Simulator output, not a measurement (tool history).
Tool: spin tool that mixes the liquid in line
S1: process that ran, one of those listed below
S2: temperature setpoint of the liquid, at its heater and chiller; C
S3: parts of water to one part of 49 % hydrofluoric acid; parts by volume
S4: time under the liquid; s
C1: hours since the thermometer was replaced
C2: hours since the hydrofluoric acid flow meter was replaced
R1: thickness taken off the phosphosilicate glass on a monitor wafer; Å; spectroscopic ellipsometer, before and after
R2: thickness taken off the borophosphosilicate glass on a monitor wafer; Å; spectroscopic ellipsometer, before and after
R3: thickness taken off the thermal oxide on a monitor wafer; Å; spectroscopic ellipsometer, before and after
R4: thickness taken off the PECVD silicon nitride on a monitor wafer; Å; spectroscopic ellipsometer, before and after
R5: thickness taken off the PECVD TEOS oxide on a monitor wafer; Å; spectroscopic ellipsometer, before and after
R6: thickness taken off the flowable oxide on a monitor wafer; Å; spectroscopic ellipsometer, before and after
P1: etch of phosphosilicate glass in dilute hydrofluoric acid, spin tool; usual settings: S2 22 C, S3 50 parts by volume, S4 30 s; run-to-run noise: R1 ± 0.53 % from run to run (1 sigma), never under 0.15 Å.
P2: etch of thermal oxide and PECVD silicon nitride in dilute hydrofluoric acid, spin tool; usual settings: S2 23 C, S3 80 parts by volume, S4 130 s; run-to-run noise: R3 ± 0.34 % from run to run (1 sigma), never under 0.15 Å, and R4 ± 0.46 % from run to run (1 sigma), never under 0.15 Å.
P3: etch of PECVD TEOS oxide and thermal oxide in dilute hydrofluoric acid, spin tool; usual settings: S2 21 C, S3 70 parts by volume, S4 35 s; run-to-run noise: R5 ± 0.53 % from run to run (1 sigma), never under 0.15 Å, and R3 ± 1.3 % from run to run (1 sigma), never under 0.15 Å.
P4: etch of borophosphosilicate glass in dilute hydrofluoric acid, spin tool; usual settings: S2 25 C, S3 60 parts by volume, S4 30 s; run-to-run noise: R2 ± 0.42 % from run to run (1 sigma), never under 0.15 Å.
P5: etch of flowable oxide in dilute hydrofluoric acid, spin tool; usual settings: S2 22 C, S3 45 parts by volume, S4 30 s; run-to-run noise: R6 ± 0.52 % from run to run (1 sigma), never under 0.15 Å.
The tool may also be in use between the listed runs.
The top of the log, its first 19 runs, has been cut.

{"run": 20, "hour": 70.2, "S1": "P5", "S2": 22, "S3": 20, "S4": 30, "C1": 222.9, "C2": 20.8, "R6": 751.18}
{"run": 21, "hour": 73.1, "S1": "P1", "S2": 22, "S3": 50, "S4": 15, "C1": 225.8, "C2": 23.7, "R1": 179.51}
{"run": 22, "hour": 76.5, "S1": "P2", "S2": 23, "S3": 80, "S4": 45, "C1": 229.2, "C2": 27.1, "R3": 26.183, "R4": 16.218}
{"run": 23, "hour": 80.3, "S1": "P1", "S2": 22, "S3": 50, "S4": 30, "C1": 233, "C2": 30.9, "R1": 356.78}
{"run": 24, "hour": 82.7, "S1": "P5", "S2": 22, "S3": 45, "S4": 30, "C1": 235.4, "C2": 33.3, "R6": 328.37}
{"run": 25, "hour": 87.7, "S1": "P1", "S2": 22, "S3": 50, "S4": 30, "C1": 240.4, "C2": 38.3, "R1": 357.64}
{"run": 26, "hour": 92.1, "S1": "P1", "S2": 29.5, "S3": 50, "S4": 30, "C1": 244.8, "C2": 42.7, "R1": 487.52}
{"run": 27, "hour": 97.0, "S1": "P2", "S2": 23, "S3": 80, "S4": 130, "C1": 249.7, "C2": 47.6, "R3": 75.891, "R4": 48.13}

Estimate the outcome of run 28 from the log above:
{"run": 28, "hour": 99.6, "S1": "P1", "S2": 22, "S3": 20, "S4": 30, "C1": 252.3, "C2": 50.2, "R1": "?"}

{"run 28": {"R1": 921.08}}
